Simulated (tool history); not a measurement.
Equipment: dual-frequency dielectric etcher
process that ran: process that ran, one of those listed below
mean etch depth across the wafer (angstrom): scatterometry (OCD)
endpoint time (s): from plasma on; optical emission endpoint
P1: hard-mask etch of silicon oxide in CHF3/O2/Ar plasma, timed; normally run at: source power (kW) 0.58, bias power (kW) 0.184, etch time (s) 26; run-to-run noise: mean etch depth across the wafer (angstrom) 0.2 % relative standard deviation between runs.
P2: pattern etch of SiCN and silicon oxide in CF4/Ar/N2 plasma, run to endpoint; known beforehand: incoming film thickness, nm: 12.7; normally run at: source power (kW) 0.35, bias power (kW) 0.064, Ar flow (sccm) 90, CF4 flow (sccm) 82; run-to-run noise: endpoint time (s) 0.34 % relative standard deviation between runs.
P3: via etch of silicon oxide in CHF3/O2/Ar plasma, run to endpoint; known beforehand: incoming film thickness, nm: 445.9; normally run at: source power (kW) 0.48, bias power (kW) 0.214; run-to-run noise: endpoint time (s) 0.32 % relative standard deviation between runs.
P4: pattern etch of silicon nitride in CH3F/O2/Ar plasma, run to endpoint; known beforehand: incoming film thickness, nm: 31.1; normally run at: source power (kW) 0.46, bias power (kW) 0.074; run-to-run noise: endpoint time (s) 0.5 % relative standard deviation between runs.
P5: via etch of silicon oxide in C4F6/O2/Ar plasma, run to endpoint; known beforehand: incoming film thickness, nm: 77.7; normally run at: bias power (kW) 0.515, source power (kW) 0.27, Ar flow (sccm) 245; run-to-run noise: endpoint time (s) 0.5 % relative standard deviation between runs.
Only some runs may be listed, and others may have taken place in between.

run	hour	process that ran	source power (kW)	bias power (kW)	etch time (s)	Ar flow (sccm)	CF4 flow (sccm)	hours since the last wet clean	hours since the last source power generator calibration	hours since the last bias power generator calibration	mean etch depth across the wafer (angstrom)	endpoint time (s)
1	18.1	P1	0.58	0.184	26			252.6	2154.4	2485.1	516.07	
2	34.1	P3	0.48	0.128				268.6	2170.4	2501.1		282.5
3	46.9	P4	0.36	0.074				281.4	2183.2	2513.9		48.767
4	64.9	P2	0.35	0.064		90	82	299.4	2201.2	2531.9		18.078
5	83.7	P5	0.27	0.419		245		318.2	2220	2550.7		20.353
6	95.2	P1	0.58	0.251	33.5			329.7	2231.5	2562.2	742.59	
7	113.4	P1	0.58	0.184	26			347.9	2249.7	2580.4	516.96	
# hour 119.8: source power generator calibrated
8	123.7	P1	0.7	0.184	26			358.2	3.9	2590.7	554.41	
9	140.3	P3	0.48	0.214				374.8	20.5	2607.3		237.32
10	149.9	P2	0.35	0.064		90	82	384.4	30.1	2616.9		18.014
11	167.8	P1	0.58	0.25	26			402.3	48	2634.8	572.85	
12	177.8	P5	0.27	0.515		245		412.3	58	2644.8		19.12
13	193.5	P2	0.35	0.043		90	82	428	73.7	2660.5		20.482
14	204.9	P1	0.58	0.184	19			439.4	85.1	2671.9	377.54	
15	223.2	P5	0.27	0.515		183		457.7	103.4	2690.2		18.54
16	238.3	P1	0.58	0.184	35.5			472.8	118.5	2705.3	707.23	
17	250.4	P4	0.46	0.046				484.9	130.6	2717.4		51.618
18	264.9	P4	0.46	0.074				499.4	145.1	2731.9		44.379
19	280.4	P1	0.58	0.184	26			514.9	160.6	2747.4	515.69	
20	298.7	P1	0.38	0.184	26			533.2	178.9	2765.7	439.36	
21	312	P1	0.58	0.184	26			546.5	192.2	2779	517.33	
22	325.1	P3	0.48	0.214				559.6	205.3	2792.1		236.17
23	338.6	P1	0.58	0.184	26			573.1	218.8	2805.6	515.56	
24	347	P5	0.18	0.515		245		581.5	227.2	2814		22.218
25	362.2	P1	0.58	0.184	26			596.7	242.4	2829.2	516.53	

Forecast run 26:
26	378.3	P1	0.79	0.184	31.5			612.8	258.5	2845.3	?	

mean etch depth across the wafer (angstrom): 706.62
